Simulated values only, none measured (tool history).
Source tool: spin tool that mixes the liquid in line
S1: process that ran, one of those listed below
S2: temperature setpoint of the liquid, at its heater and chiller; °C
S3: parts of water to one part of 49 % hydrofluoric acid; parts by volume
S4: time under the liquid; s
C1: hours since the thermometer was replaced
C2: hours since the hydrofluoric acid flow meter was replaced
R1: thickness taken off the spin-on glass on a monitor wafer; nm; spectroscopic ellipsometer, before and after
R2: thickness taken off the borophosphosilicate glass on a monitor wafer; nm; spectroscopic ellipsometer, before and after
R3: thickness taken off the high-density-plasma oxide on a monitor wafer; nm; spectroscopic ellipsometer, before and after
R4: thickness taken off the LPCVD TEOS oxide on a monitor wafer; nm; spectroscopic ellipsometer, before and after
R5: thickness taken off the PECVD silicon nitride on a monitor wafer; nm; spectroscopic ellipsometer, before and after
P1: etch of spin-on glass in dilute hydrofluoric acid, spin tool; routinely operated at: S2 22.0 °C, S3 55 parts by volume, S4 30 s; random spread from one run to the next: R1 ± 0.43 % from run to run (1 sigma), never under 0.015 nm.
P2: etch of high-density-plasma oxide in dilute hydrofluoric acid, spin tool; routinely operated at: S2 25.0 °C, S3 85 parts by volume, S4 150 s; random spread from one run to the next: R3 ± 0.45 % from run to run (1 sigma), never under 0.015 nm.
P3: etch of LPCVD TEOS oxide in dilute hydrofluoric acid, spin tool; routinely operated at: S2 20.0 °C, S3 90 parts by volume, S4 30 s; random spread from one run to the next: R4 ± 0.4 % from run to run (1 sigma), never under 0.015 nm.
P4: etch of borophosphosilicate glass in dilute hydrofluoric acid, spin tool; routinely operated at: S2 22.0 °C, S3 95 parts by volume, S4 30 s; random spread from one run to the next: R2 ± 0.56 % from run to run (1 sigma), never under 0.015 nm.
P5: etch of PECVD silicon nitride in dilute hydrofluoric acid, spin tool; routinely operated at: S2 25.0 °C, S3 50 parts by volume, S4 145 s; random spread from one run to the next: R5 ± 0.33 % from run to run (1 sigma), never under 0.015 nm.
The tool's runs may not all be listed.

run	day	S1	S2	S3	S4	C1	C2	R1	R2	R3	R4	R5
1	0.317	P1	22.0	55	30	762.6	234.2	31.577				
2	0.596	P4	18.5	95	30	769.3	240.9		16.1140			
3	1.046	P4	22.0	50	30	780.1	251.7		37.5390			
4	1.325	P2	25.0	85	150	786.8	258.4			18.5480		
5	1.621	P1	22.0	55	30	793.9	265.5	31.440				
6	1.908	P1	18.0	55	30	800.8	272.4	26.673				
7	2.354	P2	25.0	85	150	811.5	283.1			18.5090		
8	2.767	P3	20.0	55	30	821.4	293.0				12.4650	
9	3.033	P5	25.0	75	145	827.8	299.4					8.3134
10	3.421	P1	22.0	55	30	837.1	308.7	31.357				
11	3.912	P3	24.5	90	30	848.9	320.5				8.7867	
12	4.362	P5	25.0	50	280	859.7	331.3					24.1200
13	4.788	P3	20.0	90	30	869.9	341.5				7.3264	
14	5.046	P4	22.0	95	30	876.1	347.7		18.6670			
15	5.379	P3	20.0	90	30	884.1	355.7				7.2696	
16	5.621	P1	22.0	55	15	889.9	361.5	15.739				
17	5.892	P2	25.0	150	150	896.4	368.0			9.7150		
18	6.379	P1	22.0	90	30	908.1	379.7	18.361				
19	6.675	P1	22.0	55	30	915.2	386.8	31.508				
20	6.946	P5	25.0	50	145	921.7	393.3					12.4610
21	7.421	P1	18.0	30	30	933.1	404.7	49.889				
22	7.838	P1	17.0	20	30	943.1	414.7	72.979				
23	8.308	P4	22.0	95	15	954.4	426.0		9.2076			
24	8.783	P1	22.0	25	15	965.8	437.4	35.848				
25	9.138	P1	22.0	30	30	974.3	445.9	59.303				
26	9.629	P2	31.5	85	150	986.1	457.7			23.9080		
27	9.888	P5	28.5	50	145	992.3	463.9					15.7070
28	10.375	P1	22.0	55	50	1004.0	475.6	52.042				
29	10.721	P1	22.0	55	30	1012.3	483.9	31.420				
30	10.938	P1	28.5	55	30	1017.5	489.1	40.877				
31	11.429	P2	25.0	85	20	1029.3	500.9			2.4745		
32	11.725	P3	20.0	90	15	1036.4	508.0				3.6478	
33	12.192	P5	25.0	50	145	1047.6	519.2					12.5410
34	12.650	P1	22.0	55	30	1058.6	530.2	31.344				
35	13.108	P1	22.0	55	30	1069.6	541.2	32.474				
36	13.600	P1	22.0	55	30	1081.4	553.0	33.471				
37	14.071	P1	22.0	55	30	1092.7	564.3	33.663				
38	14.542	P1	22.0	55	30	1104.0	575.6	34.199				
39	14.825	P1	22.0	55	30	1110.8	582.4	34.082				
40	15.096	P1	22.0	55	30	1117.3	588.9	34.119				
41	15.567	P1	22.0	55	30	1128.6	600.2	34.372				
42	15.875	P1	22.0	55	30	1136.0	607.6	34.123				

The output of P1 has drifted from where it used to be. Each of the 2 causes below, taken at the size shown beside it, accounts for the log equally well:
A: hydrofluoric acid flow above the setpoint (%) = 8.21
B: liquid hotter than its thermometer reads (K) = 2.04
The gradual shift began around day 12.650.

Of the 4 check runs listed below, each run on one wafer and each result written as a question mark, which would let you distinguish the listed causes because they would give clearly different results?
check 1	16.183	P3	20.0	90	30						?	
check 2	16.183	P2	25.0	85	150					?		
check 3	16.183	P5	25.0	50	145							?
check 4	16.183	P4	22.0	95	30				?			

If the cause were each of the candidates in turn, the checks would give the following:
check	result	if A	if B
check 1	R4	8.0041	7.9792
check 2	R3	20.2470	20.1060
check 3	R5	13.4610	14.2690
check 4	R2	20.2830	20.1690
Per check, the gap between the least separated pair of causes, taken in the result that splits them most: check 1 0.31 %; check 2 0.7 %; check 3 5.83 %; check 4 0.57 %
The other checks would show nearly matching results whichever cause is true, so check 3 is the only one that separates the causes.

Running check 3 produced the following: R5 14.2640 nm. Which one of the listed causes fits?

Of the candidate causes, it is B: liquid hotter than its thermometer reads (K).
